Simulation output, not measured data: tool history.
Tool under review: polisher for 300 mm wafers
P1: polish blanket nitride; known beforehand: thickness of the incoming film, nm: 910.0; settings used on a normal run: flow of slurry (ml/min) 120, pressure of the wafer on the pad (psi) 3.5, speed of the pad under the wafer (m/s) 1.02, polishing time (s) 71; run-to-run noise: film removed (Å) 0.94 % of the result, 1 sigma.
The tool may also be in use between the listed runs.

run,hour,flow of slurry (ml/min),pressure of the wafer on the pad (psi),speed of the pad under the wafer (m/s),polishing time (s),wafers polished on this pad,hours since the slurry nozzle was cleaned,hours since the head pressure was calibrated,film removed (Å)
1,4,120,3.5,1.02,71,490,167.3,230.7,1021.3
2,9.2,75,3.5,1.02,71,572,172.5,235.9,910.86
3,13.3,70,3.5,1.26,71,637,176.6,240,1046.6
4,19.5,120,3.5,1.02,71,735,182.8,246.2,1039.1
# hour 22.3: head pressure recalibrated
5,25.2,120,3.5,1.02,71,825,188.5,2.9,1036.1
6,29.9,120,3.5,0.46,71,899,193.2,7.6,534.7
7,34.4,120,3.5,1.02,71,970,197.7,12.1,1035.5
8,39.8,175,3.5,1.02,71,1055,203.1,17.5,1074.7
9,45.1,120,1.8,1.02,71,1139,208.4,22.8,532.6
10,50.9,120,3.5,1.42,71,1231,214.2,28.6,1348.2
11,57,120,5.4,1.02,71,1327,220.3,34.7,1557.2
12,63,120,3.5,1.02,102,1422,226.3,40.7,1445.1
13,69,120,3.5,1.02,71,1517,232.3,46.7,1026.8
14,73.9,120,3.5,1.02,71,1594,237.2,51.6,1035.6
15,77.8,120,3.5,1.02,32,1656,241.1,55.5,457.78
16,83.7,120,3.5,1.02,71,1749,247,61.4,1009.1
17,87.4,120,3.5,1.02,71,1807,250.7,65.1,1009.3
18,91,120,3.5,1.02,71,1864,254.3,68.7,966.45
19,94.7,120,3.5,1.02,71,1922,258,72.4,953.04
20,100.8,120,3.5,1.02,71,2019,264.1,78.5,948.12
21,105.1,120,3.5,1.02,71,2087,268.4,82.8,936.68
22,108.8,120,3.5,1.02,71,2145,272.1,86.5,924.42
# hour 111.3: head pressure recalibrated
23,114.8,120,3.5,1.02,71,2240,278.1,3.6,922.43
24,119.8,120,3.5,1.02,71,2319,283.1,8.6,932.01
25,124.9,120,3.5,1.02,71,2399,288.2,13.7,922.49
26,131,120,3.5,1.02,71,2496,294.3,19.8,922.13

P1 has crept away from where it was. The log is fitted equally well by each of these 2 causes, at the sizes shown:
A: removal rate lost through wear of the pad, % = 9.75
B: slurry flow missing at the pad, % = 33.3
At approximately hour 83.7, the process output began to creep.
Why every other cause is out:
head's pressure below its setpoint, %: serviced at hour 111.3, which brought nothing back

The list below offers 4 check runs, each averaging the results of 5 wafers, and shows each result as a question mark. For which of them would the listed causes give clearly different results?
check 1,137.1,120,5.3,0.6,71,,,,?
check 2,137.1,120,3.5,0.46,71,,,,?
check 3,137.1,120,1.9,0.48,71,,,,?
check 4,137.1,175,3.5,1.02,71,,,,?

What every check run would give for each of its results, assuming each possible cause in turn:
check,result,if A,if B
check 1,film removed (Å),912.82,912.71
check 2,film removed (Å),487.37,487.32
check 3,film removed (Å),273.74,273.71
check 4,film removed (Å),985.7,1015.1
Per check, the gap between the least separated pair of causes, taken in the result that splits them most: check 1 0.01 %; check 2 0.01 %; check 3 0.01 %; check 4 2.94 %
Check 4 distinguishes between the causes, while the remaining checks would return nearly the same result for all of them.

Check 4 has now been run. It gave: film removed (Å) 985.36. Which of the candidate causes is it?

It was cause A: removal rate lost through wear of the pad, %.

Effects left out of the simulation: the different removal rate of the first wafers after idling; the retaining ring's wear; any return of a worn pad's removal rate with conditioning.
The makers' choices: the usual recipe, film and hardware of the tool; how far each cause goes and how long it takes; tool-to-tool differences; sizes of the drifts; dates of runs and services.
